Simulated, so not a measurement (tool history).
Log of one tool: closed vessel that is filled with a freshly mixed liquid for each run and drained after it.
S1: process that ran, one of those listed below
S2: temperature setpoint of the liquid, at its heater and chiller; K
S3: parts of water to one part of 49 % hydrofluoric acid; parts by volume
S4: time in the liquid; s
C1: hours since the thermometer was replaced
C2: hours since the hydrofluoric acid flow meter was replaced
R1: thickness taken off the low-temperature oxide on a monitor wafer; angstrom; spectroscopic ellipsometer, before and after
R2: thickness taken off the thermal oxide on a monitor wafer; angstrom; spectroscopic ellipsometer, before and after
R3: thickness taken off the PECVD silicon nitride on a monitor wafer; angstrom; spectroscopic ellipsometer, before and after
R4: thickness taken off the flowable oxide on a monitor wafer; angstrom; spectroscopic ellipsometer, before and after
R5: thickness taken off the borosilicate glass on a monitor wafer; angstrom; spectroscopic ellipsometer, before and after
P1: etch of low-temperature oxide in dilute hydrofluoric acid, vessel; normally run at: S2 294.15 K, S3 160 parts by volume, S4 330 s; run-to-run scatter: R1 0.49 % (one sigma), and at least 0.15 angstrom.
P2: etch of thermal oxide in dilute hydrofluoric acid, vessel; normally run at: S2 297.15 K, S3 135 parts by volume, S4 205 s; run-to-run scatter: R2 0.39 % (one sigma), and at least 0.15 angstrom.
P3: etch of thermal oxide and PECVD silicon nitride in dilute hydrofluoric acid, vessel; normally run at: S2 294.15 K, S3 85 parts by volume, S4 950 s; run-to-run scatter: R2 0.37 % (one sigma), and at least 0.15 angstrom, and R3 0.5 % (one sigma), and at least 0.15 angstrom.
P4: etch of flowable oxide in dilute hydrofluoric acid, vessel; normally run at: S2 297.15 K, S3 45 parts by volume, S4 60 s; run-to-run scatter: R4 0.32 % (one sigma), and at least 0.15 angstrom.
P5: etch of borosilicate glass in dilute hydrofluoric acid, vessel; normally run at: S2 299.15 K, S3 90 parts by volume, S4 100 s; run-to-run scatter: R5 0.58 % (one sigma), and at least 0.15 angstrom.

| run | hour | S1 | S2 | S3 | S4 | C1 | C2 | R1 | R2 | R3 | R4 | R5 |
|---|---|---|---|---|---|---|---|---|---|---|---|---|
| 1 | 4.0 | P1 | 294.15 | 160 | 330 | 254.7 | 943.8 | 382.700 |  |  |  |  |
| 2 | 10.2 | P3 | 294.15 | 85 | 950 | 260.9 | 950.0 |  | 458.4300 | 161.100 |  |  |
| 3 | 15.5 | P1 | 294.15 | 160 | 330 | 266.2 | 955.3 | 380.130 |  |  |  |  |
| 4 | 20.5 | P1 | 294.15 | 25 | 330 | 271.2 | 960.3 | 2856.600 |  |  |  |  |
| 5 | 24.9 | P1 | 298.65 | 160 | 545 | 275.6 | 964.7 | 751.210 |  |  |  |  |
| 6 | 30.9 | P3 | 301.15 | 85 | 950 | 281.6 | 970.7 |  | 609.6900 | 252.200 |  |  |
| 7 | 37.3 | P1 | 299.15 | 160 | 330 | 288.0 | 977.1 | 464.420 |  |  |  |  |
| 8 | 40.4 | P4 | 297.15 | 45 | 60 | 291.1 | 980.2 |  |  |  | 748.73 |  |
| 9 | 44.5 | P2 | 297.15 | 250 | 205 | 295.2 | 984.3 |  | 32.6020 |  |  |  |
| 10 | 47.7 | P1 | 294.15 | 265 | 330 | 298.4 | 987.5 | 207.090 |  |  |  |  |
| 11 | 50.8 | P4 | 305.65 | 45 | 60 | 301.5 | 990.6 |  |  |  | 1051.90 |  |
| 12 | 56.4 | P5 | 299.15 | 90 | 100 | 307.1 | 996.2 |  |  |  |  | 356.86 |
| 13 | 60.9 | P2 | 297.15 | 135 | 30 | 311.6 | 1000.7 |  | 9.9413 |  |  |  |
| 14 | 66.3 | P2 | 297.15 | 135 | 205 | 317.0 | 1006.1 |  | 68.7380 |  |  |  |
| 15 | 70.4 | P1 | 294.15 | 215 | 470 | 321.1 | 1010.2 | 381.020 |  |  |  |  |
| 16 | 73.9 | P5 | 299.15 | 165 | 100 | 324.6 | 1013.7 |  |  |  |  | 174.25 |
| 17 | 79.1 | P5 | 306.15 | 90 | 100 | 329.8 | 1018.9 |  |  |  |  | 459.71 |
| 18 | 82.8 | P1 | 294.15 | 160 | 655 | 333.5 | 1022.6 | 763.350 |  |  |  |  |
| 19 | 85.7 | P1 | 290.15 | 160 | 330 | 336.4 | 1025.5 | 322.940 |  |  |  |  |
| 20 | 88.9 | P5 | 299.15 | 90 | 195 | 339.6 | 1028.7 |  |  |  |  | 691.49 |
| 21 | 91.6 | P3 | 294.15 | 85 | 1680 | 342.3 | 1031.4 |  | 806.8400 | 282.380 |  |  |
| 22 | 94.7 | P1 | 294.15 | 160 | 330 | 345.4 | 1034.5 | 381.570 |  |  |  |  |
| 23 | 98.3 | P4 | 297.15 | 75 | 60 | 349.0 | 1038.1 |  |  |  | 433.49 |  |
| 24 | 101.3 | P1 | 294.15 | 160 | 330 | 352.0 | 1041.1 | 381.210 |  |  |  |  |
| 25 | 107.4 | P2 | 303.65 | 135 | 205 | 358.1 | 1047.2 |  | 87.2770 |  |  |  |
| 26 | 113.4 | P1 | 294.15 | 160 | 75 | 364.1 | 1053.2 | 86.809 |  |  |  |  |
| 27 | 119.1 | P3 | 294.15 | 85 | 950 | 369.8 | 1058.9 |  | 456.7900 | 159.360 |  |  |
| 28 | 122.8 | P3 | 294.15 | 150 | 950 | 373.5 | 1062.6 |  | 240.2200 | 91.637 |  |  |
| 29 | 128.4 | P1 | 294.15 | 160 | 330 | 379.1 | 1068.2 | 380.330 |  |  |  |  |
| 30 | 133.7 | P1 | 294.15 | 160 | 330 | 384.4 | 1073.5 | 380.500 |  |  |  |  |
| 31 | 136.9 | P4 | 297.15 | 45 | 60 | 387.6 | 1076.7 |  |  |  | 748.19 |  |
| 32 | 142.7 | P4 | 297.15 | 45 | 100 | 393.4 | 1082.5 |  |  |  | 1247.30 |  |
| 33 | 147.0 | P2 | 297.15 | 135 | 205 | 397.7 | 1086.8 |  | 68.2320 |  |  |  |
| 34 | 151.9 | P1 | 294.15 | 160 | 330 | 402.6 | 1091.7 | 376.010 |  |  |  |  |
| 35 | 158.0 | P1 | 294.15 | 160 | 330 | 408.7 | 1097.8 | 369.450 |  |  |  |  |
| 36 | 163.6 | P1 | 294.15 | 160 | 330 | 414.3 | 1103.4 | 364.130 |  |  |  |  |
| 37 | 166.5 | P1 | 294.15 | 160 | 330 | 417.2 | 1106.3 | 362.600 |  |  |  |  |
| 38 | 170.0 | P1 | 294.15 | 160 | 330 | 420.7 | 1109.8 | 359.990 |  |  |  |  |
| 39 | 176.3 | P1 | 294.15 | 160 | 330 | 427.0 | 1116.1 | 360.690 |  |  |  |  |
| 40 | 181.5 | P1 | 294.15 | 160 | 330 | 432.2 | 1121.3 | 358.860 |  |  |  |  |
| 41 | 186.6 | P1 | 294.15 | 160 | 330 | 437.3 | 1126.4 | 357.620 |  |  |  |  |
| 42 | 190.9 | P1 | 294.15 | 160 | 330 | 441.6 | 1130.7 | 356.820 |  |  |  |  |

What P1 gives has crept away from where it was. These 2 causes fit the log equally well, each at the size given:
A: hydrofluoric acid flow below the setpoint (%) = 5.36
B: liquid colder than its thermometer reads (K) = 1.64
The creep began at about hour 151.9.

4 check runs are offered, one wafer each, their results left as question marks. Which one tells the causes apart?
| check 1 | 195.2 | P2 | 300.15 | 135 | 125 |  |  |  | ? |  |  |  |
| check 2 | 195.2 | P3 | 299.65 | 85 | 1635 |  |  |  | ? | ? |  |  |
| check 3 | 195.2 | P4 | 305.15 | 70 | 60 |  |  |  |  |  | ? |  |
| check 4 | 195.2 | P5 | 299.15 | 160 | 180 |  |  |  |  |  |  | ? |

What each check would give under each cause:
| check | result | if A | if B |
|---|---|---|---|
| check 1 | R2 | 43.7820 | 43.8970 |
| check 2 | R2 | 921.3600 | 918.3300 |
| check 2 | R3 | 377.260 | 357.890 |
| check 3 | R4 | 600.60 | 599.80 |
| check 4 | R5 | 307.26 | 308.56 |
How far apart the two closest causes lie, in the result that separates them most: check 1 0.26 %; check 2 5.27 %; check 3 0.13 %; check 4 0.42 %
Only check 2 tells the causes apart: in the others they would give nearly the same result.

Then check 2 was run and gave: R2 912.8100 angstrom; R3 357.340 angstrom. Which cause is it?

It is B: liquid colder than its thermometer reads (K).
